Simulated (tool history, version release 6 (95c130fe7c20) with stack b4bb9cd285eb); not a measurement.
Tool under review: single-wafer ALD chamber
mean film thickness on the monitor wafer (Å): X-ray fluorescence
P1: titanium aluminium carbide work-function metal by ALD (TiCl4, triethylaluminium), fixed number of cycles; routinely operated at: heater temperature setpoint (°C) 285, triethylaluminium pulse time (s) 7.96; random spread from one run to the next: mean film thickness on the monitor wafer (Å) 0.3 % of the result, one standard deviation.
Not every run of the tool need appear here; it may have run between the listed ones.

run,hour,heater temperature setpoint (°C),triethylaluminium pulse time (s),mean film thickness on the monitor wafer (Å)
1,12.3,285,7.96,17.91
2,19.1,303,13,20.458
3,30.3,285,7.96,17.937
4,37.2,285,3.28,12.964
5,47.2,285,12.95,18.965
6,54.8,269,7.96,16.743
# hour 63.2: triethylaluminium bottle replaced
7,64.5,285,7.96,17.964
8,71.9,285,7.96,17.901
9,78.2,306,7.96,19.699
10,88,285,7.96,17.94
11,100.4,285,7.96,17.796
12,106.6,285,7.96,17.757
13,116.4,285,7.96,17.81
14,128.8,285,7.96,17.647
15,141.2,285,7.96,17.618
16,153.1,285,7.96,17.622

The output of P1 has drifted from where it used to be. Each of the 2 causes below, taken at the size shown beside it, accounts for the log equally well:
A: triethylaluminium dose below that of a fresh bottle (%) = 8.31
B: wafer temperature below the value expected at the setpoint (K) = 3.85
The process output started creeping at around hour 88.

The check runs listed below each take one wafer, and their results are still question marks. Under which run would the listed causes lead to clearly different results?
check 1,165,302,7.96,?
check 2,165,273,7.96,?
check 3,165,285,4.17,?
check 4,165,294,7.96,?

What each check would give under each cause:
check,result,if A,if B
check 1,mean film thickness on the monitor wafer (Å),19.001,19.02
check 2,mean film thickness on the monitor wafer (Å),16.655,16.642
check 3,mean film thickness on the monitor wafer (Å),14.037,14.357
check 4,mean film thickness on the monitor wafer (Å),18.347,18.357
Smallest distance between any two causes, each pair judged by its most separating result, in per cent: check 1 0.1 %; check 2 0.08 %; check 3 2.26 %; check 4 0.06 %
Check 3 tells the causes apart: in the others they would give nearly the same result.

Check 3 was then run and gave: mean film thickness on the monitor wafer (Å) 14.385. Which cause is it?

The cause is B: wafer temperature below the value expected at the setpoint (K).
